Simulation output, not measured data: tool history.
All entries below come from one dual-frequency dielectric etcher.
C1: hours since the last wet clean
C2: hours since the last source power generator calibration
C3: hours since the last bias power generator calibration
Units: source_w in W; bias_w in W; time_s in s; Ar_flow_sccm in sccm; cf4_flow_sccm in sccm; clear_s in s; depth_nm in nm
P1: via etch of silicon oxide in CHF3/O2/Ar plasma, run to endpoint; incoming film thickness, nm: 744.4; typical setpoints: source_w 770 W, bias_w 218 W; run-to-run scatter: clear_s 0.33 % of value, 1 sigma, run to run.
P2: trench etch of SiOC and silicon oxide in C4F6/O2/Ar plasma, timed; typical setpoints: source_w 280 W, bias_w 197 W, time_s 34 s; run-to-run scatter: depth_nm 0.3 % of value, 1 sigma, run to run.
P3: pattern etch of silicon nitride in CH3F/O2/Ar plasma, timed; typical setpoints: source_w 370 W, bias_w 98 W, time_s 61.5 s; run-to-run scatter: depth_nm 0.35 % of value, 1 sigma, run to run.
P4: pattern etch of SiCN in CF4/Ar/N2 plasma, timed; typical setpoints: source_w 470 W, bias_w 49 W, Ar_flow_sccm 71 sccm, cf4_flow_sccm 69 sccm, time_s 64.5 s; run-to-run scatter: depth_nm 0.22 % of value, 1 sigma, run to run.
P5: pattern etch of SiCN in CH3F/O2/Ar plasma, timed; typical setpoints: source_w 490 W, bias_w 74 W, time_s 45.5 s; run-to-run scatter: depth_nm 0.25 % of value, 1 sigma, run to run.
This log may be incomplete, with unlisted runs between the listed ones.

Run 1, day 0.512: process P1, source_w 770 W, bias_w 218 W; C1 456.7; C2 1644.6; C3 3398.4. Result: clear_s 322.31 s.
Run 2, day 0.767: process P2, source_w 280 W, bias_w 197 W, time_s 49.5 s; C1 462.8; C2 1650.7; C3 3404.5. Result: depth_nm 86.255 nm.
Run 3, day 1.029: process P3, source_w 240 W, bias_w 98 W, time_s 61.5 s; C1 469.1; C2 1657; C3 3410.8. Result: depth_nm 40.658 nm.
Run 4, day 1.258: process P5, source_w 490 W, bias_w 74 W, time_s 62.5 s; C1 474.6; C2 1662.5; C3 3416.3. Result: depth_nm 25.475 nm.
Run 5, day 1.538: process P4, source_w 470 W, bias_w 49 W, time_s 64.5 s, Ar_flow_sccm 71 sccm, cf4_flow_sccm 56 sccm; C1 481.3; C2 1669.2; C3 3423. Result: depth_nm 51.264 nm.
At day 1.554: source power generator calibrated.
Run 6, day 1.796: process P5, source_w 690 W, bias_w 74 W, time_s 45.5 s; C1 487.5; C2 5.8; C3 3429.2. Result: depth_nm 21.033 nm.
Run 7, day 2.038: process P1, source_w 480 W, bias_w 300 W; C1 493.3; C2 11.6; C3 3435. Result: clear_s 339.56 s.
Run 8, day 2.446: process P1, source_w 770 W, bias_w 262 W; C1 503.1; C2 21.4; C3 3444.8. Result: clear_s 301.83 s.
Run 9, day 2.792: process P1, source_w 770 W, bias_w 218 W; C1 511.4; C2 29.7; C3 3453.1. Result: clear_s 319.99 s.
Run 10, day 3.142: process P4, source_w 470 W, bias_w 37 W, time_s 64.5 s, Ar_flow_sccm 71 sccm, cf4_flow_sccm 69 sccm; C1 519.8; C2 38.1; C3 3461.5. Result: depth_nm 48.992 nm.
Run 11, day 3.654: process P1, source_w 770 W, bias_w 218 W; C1 532.1; C2 50.4; C3 3473.8. Result: clear_s 321.76 s.
Run 12, day 3.954: process P1, source_w 770 W, bias_w 218 W; C1 539.3; C2 57.6; C3 3481. Result: clear_s 320.5 s.
Run 13, day 4.183: process P2, source_w 390 W, bias_w 197 W, time_s 34 s; C1 544.8; C2 63.1; C3 3486.5. Result: depth_nm 67.261 nm.
Run 14, day 4.588: process P1, source_w 770 W, bias_w 176 W; C1 554.5; C2 72.8; C3 3496.2. Result: clear_s 341.99 s.
Run 15, day 4.817: process P5, source_w 490 W, bias_w 74 W, time_s 45.5 s; C1 560; C2 78.3; C3 3501.7. Result: depth_nm 18.455 nm.
Run 16, day 5.296: process P1, source_w 770 W, bias_w 218 W; C1 571.5; C2 89.8; C3 3513.2. Result: clear_s 320.42 s.
Run 17, day 5.688: process P4, source_w 470 W, bias_w 49 W, time_s 44.5 s, Ar_flow_sccm 71 sccm, cf4_flow_sccm 69 sccm; C1 580.9; C2 99.2; C3 3522.6. Result: depth_nm 36.591 nm.
Run 18, day 5.958: process P4, source_w 470 W, bias_w 49 W, time_s 64.5 s, Ar_flow_sccm 71 sccm, cf4_flow_sccm 69 sccm; C1 587.4; C2 105.7; C3 3529.1. Result: depth_nm 52.946 nm.
Run 19, day 6.438: process P4, source_w 300 W, bias_w 49 W, time_s 64.5 s, Ar_flow_sccm 71 sccm, cf4_flow_sccm 69 sccm; C1 598.9; C2 117.2; C3 3540.6. Result: depth_nm 35.512 nm.
Run 20, day 6.875: process P1, source_w 1020 W, bias_w 278 W; C1 609.4; C2 127.7; C3 3551.1. Result: clear_s 264.23 s.
Run 21, day 7.338: process P1, source_w 910 W, bias_w 218 W; C1 620.5; C2 138.8; C3 3562.2. Result: clear_s 300.44 s.
Run 22, day 7.721: process P2, source_w 280 W, bias_w 153 W, time_s 34 s; C1 629.7; C2 148; C3 3571.4. Result: depth_nm 54.654 nm.
Run 23, day 8.229: process P2, source_w 280 W, bias_w 197 W, time_s 34 s; C1 641.9; C2 160.2; C3 3583.6. Result: depth_nm 59.399 nm.
Run 24, day 8.608: process P1, source_w 600 W, bias_w 218 W; C1 651; C2 169.3; C3 3592.7. Result: clear_s 352.49 s.
Run 25, day 9.004: process P4, source_w 470 W, bias_w 49 W, time_s 64.5 s, Ar_flow_sccm 100 sccm, cf4_flow_sccm 69 sccm; C1 660.5; C2 178.8; C3 3602.2. Result: depth_nm 50.309 nm.
Run 26, day 9.404: process P3, source_w 370 W, bias_w 98 W, time_s 61.5 s; C1 670.1; C2 188.4; C3 3611.8. Result: depth_nm 48.117 nm.
Run 27, day 9.783: process P3, source_w 370 W, bias_w 78 W, time_s 61.5 s; C1 679.2; C2 197.5; C3 3620.9. Result: depth_nm 44.229 nm.
Run 28, day 10.046: process P3, source_w 370 W, bias_w 98 W, time_s 88 s; C1 685.5; C2 203.8; C3 3627.2. Result: depth_nm 68.574 nm.
Run 29, day 10.421: process P4, source_w 470 W, bias_w 49 W, time_s 64.5 s, Ar_flow_sccm 71 sccm, cf4_flow_sccm 69 sccm; C1 694.5; C2 212.8; C3 3636.2. Result: depth_nm 52.84 nm.
Run 30, day 10.738: process P5, source_w 490 W, bias_w 99 W, time_s 45.5 s; C1 702.1; C2 220.4; C3 3643.8. Result: depth_nm 20.5 nm.
Run 31, day 11.267: process P1, source_w 770 W, bias_w 218 W; C1 714.8; C2 233.1; C3 3656.5. Result: clear_s 320.3 s.
Run 32, day 11.583: process P1, source_w 770 W, bias_w 218 W; C1 722.4; C2 240.7; C3 3664.1. Result: clear_s 320.01 s.
Run 33, day 12.062: process P1, source_w 770 W, bias_w 218 W; C1 733.9; C2 252.2; C3 3675.6. Result: clear_s 318.02 s.
Run 34, day 12.308: process P1, source_w 770 W, bias_w 218 W; C1 739.8; C2 258.1; C3 3681.5. Result: clear_s 318 s.
Run 35, day 12.562: process P1, source_w 770 W, bias_w 218 W; C1 745.9; C2 264.2; C3 3687.6. Result: clear_s 316.82 s.
Run 36, day 12.883: process P1, source_w 770 W, bias_w 218 W; C1 753.6; C2 271.9; C3 3695.3. Result: clear_s 316.16 s.
Run 37, day 13.112: process P1, source_w 770 W, bias_w 218 W; C1 759.1; C2 277.4; C3 3700.8. Result: clear_s 314.83 s.
Run 38, day 13.608: process P1, source_w 770 W, bias_w 218 W; C1 771; C2 289.3; C3 3712.7. Result: clear_s 316.09 s.
At day 14.042: wet clean of the chamber.
Run 39, day 14.133: process P1, source_w 770 W, bias_w 218 W; C1 2.2; C2 301.9; C3 3725.3. Result: clear_s 314.23 s.
Run 40, day 14.667: process P1, source_w 770 W, bias_w 218 W; C1 15; C2 314.7; C3 3738.1. Result: clear_s 313.51 s.
Run 41, day 14.908: process P1, source_w 770 W, bias_w 218 W; C1 20.8; C2 320.5; C3 3743.9. Result: clear_s 314.75 s.
Run 42, day 15.204: process P1, source_w 770 W, bias_w 218 W; C1 27.9; C2 327.6; C3 3751. Result: clear_s 314.23 s.

Compared with where it was, what P1 gives has crept away. Each cause listed below fits the log as well as the rest, at the size given for it:
A: source power that arrives over what is set, % = 4.37
B: bias power that arrives over what is set, % = 4.84
At approximately day 11.583, the process output began to creep.
What rules out each remaining cause:
chamber walls in a state that raises the etch rate, %: was serviced at day 14.042, once the creep was under way, yet the earlier output never came back

Below are 4 check runs, each on a single wafer, with their results shown as question marks. Which of them would tell the listed causes apart, meaning the causes would give clearly different results under it?
Run check 1, day 15.5: process P5, source_w 490 W, bias_w 97 W, time_s 54 s. Result: depth_nm ?.
Run check 2, day 15.5: process P4, source_w 470 W, bias_w 49 W, time_s 64.5 s, Ar_flow_sccm 71 sccm, cf4_flow_sccm 57 sccm. Result: depth_nm ?.
Run check 3, day 15.5: process P3, source_w 290 W, bias_w 98 W, time_s 61.5 s. Result: depth_nm ?.
Run check 4, day 15.5: process P2, source_w 390 W, bias_w 197 W, time_s 34 s. Result: depth_nm ?.

If the cause were each of the candidates in turn, the checks would give the following:
  check    result    if A    if B
check 1  depth_nm  24.588   24.63
check 2  depth_nm  53.488   52.25
check 3  depth_nm  44.545  44.628
check 4  depth_nm  68.491  68.408
Minimum pairwise separation of causes per check, each pair taken at its best-separating result: check 1 0.17 %; check 2 2.34 %; check 3 0.19 %; check 4 0.12 %
Only in check 2 would the causes give clearly different results; in the remaining checks their results would be nearly the same.

The results of check 2 are: depth_nm 53.308 nm. Based on these, which of the listed causes is it?

It is A: source power that arrives over what is set, %.
